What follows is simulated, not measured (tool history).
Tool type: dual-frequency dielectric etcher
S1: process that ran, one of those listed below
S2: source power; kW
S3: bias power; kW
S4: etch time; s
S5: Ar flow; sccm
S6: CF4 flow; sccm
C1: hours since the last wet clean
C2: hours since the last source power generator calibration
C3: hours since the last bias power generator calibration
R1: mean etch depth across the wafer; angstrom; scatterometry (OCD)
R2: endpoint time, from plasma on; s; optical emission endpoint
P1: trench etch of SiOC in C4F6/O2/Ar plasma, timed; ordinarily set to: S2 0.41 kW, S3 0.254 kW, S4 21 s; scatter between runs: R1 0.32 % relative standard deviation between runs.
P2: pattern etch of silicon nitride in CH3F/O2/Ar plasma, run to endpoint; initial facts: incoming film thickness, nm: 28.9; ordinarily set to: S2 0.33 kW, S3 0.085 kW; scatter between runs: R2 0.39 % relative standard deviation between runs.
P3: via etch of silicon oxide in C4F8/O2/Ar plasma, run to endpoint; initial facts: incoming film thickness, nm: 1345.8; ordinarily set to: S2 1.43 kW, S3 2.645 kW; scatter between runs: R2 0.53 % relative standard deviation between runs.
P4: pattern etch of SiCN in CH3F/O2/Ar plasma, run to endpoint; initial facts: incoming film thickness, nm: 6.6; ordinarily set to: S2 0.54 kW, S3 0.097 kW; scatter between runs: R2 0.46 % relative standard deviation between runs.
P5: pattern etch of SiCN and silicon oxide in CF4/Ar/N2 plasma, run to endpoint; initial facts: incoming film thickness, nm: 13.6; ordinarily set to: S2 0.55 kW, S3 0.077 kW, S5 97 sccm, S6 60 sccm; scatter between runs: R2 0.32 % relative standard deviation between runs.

run 1 hour=13 | S1=P1 S2=0.41 S3=0.254 S4=21 | C1=211 C2=564.8 C3=1476.4 | R1=514.42
run 2 hour=22.4 | S1=P1 S2=0.41 S3=0.254 S4=21 | C1=220.4 C2=574.2 C3=1485.8 | R1=515.8
run 3 hour=34.1 | S1=P5 S2=0.55 S3=0.077 S5=97 S6=60 | C1=232.1 C2=585.9 C3=1497.5 | R2=12.786
run 4 hour=43.9 | S1=P1 S2=0.33 S3=0.254 S4=21 | C1=241.9 C2=595.7 C3=1507.3 | R1=474.72
run 5 hour=52.9 | S1=P3 S2=1.43 S3=2.645 | C1=250.9 C2=604.7 C3=1516.3 | R2=294.31
run 6 hour=66.1 | S1=P3 S2=1.43 S3=3.203 | C1=264.1 C2=617.9 C3=1529.5 | R2=275.35
run 7 hour=74.9 | S1=P1 S2=0.41 S3=0.161 S4=21 | C1=272.9 C2=626.7 C3=1538.3 | R1=442.47
run 8 hour=87.8 | S1=P5 S2=0.55 S3=0.077 S5=128 S6=60 | C1=285.8 C2=639.6 C3=1551.2 | R2=13.375
run 9 hour=98 | S1=P5 S2=0.55 S3=0.105 S5=97 S6=60 | C1=296 C2=649.8 C3=1561.4 | R2=11.495
run 10 hour=110 | S1=P1 S2=0.41 S3=0.254 S4=21 | C1=308 C2=661.8 C3=1573.4 | R1=512.66
run 11 hour=120.4 | S1=P1 S2=0.41 S3=0.254 S4=21 | C1=318.4 C2=672.2 C3=1583.8 | R1=516.6
run 12 hour=132.1 | S1=P5 S2=0.69 S3=0.077 S5=97 S6=60 | C1=330.1 C2=683.9 C3=1595.5 | R2=10.471
run 13 hour=143.5 | S1=P2 S2=0.33 S3=0.085 | C1=341.5 C2=695.3 C3=1606.9 | R2=42.731
run 14 hour=149.7 | S1=P2 S2=0.24 S3=0.085 | C1=347.7 C2=701.5 C3=1613.1 | R2=48.191
run 15 hour=161.7 | S1=P2 S2=0.33 S3=0.066 | C1=359.7 C2=713.5 C3=1625.1 | R2=46.354
run 16 hour=168.1 | S1=P1 S2=0.41 S3=0.254 S4=12 | C1=366.1 C2=719.9 C3=1631.5 | R1=294.61
run 17 hour=178 | S1=P3 S2=0.86 S3=2.645 | C1=376 C2=729.8 C3=1641.4 | R2=362.08
run 18 hour=191.2 | S1=P4 S2=0.54 S3=0.072 | C1=389.2 C2=743 C3=1654.6 | R2=15.666
run 19 hour=203.4 | S1=P1 S2=0.41 S3=0.254 S4=21 | C1=401.4 C2=755.2 C3=1666.8 | R1=515.34
run 20 hour=212.3 | S1=P4 S2=0.33 S3=0.097 | C1=410.3 C2=764.1 C3=1675.7 | R2=16.786
run 21 hour=226.2 | S1=P1 S2=0.41 S3=0.254 S4=30 | C1=424.2 C2=778 C3=1689.6 | R1=737.91

Run 22 has not been measured yet. What should we expect?
run 22 hour=240 | S1=P4 S2=0.54 S3=0.097 | C1=438 C2=791.8 C3=1703.4 | R2=?

R2: 14.025 s
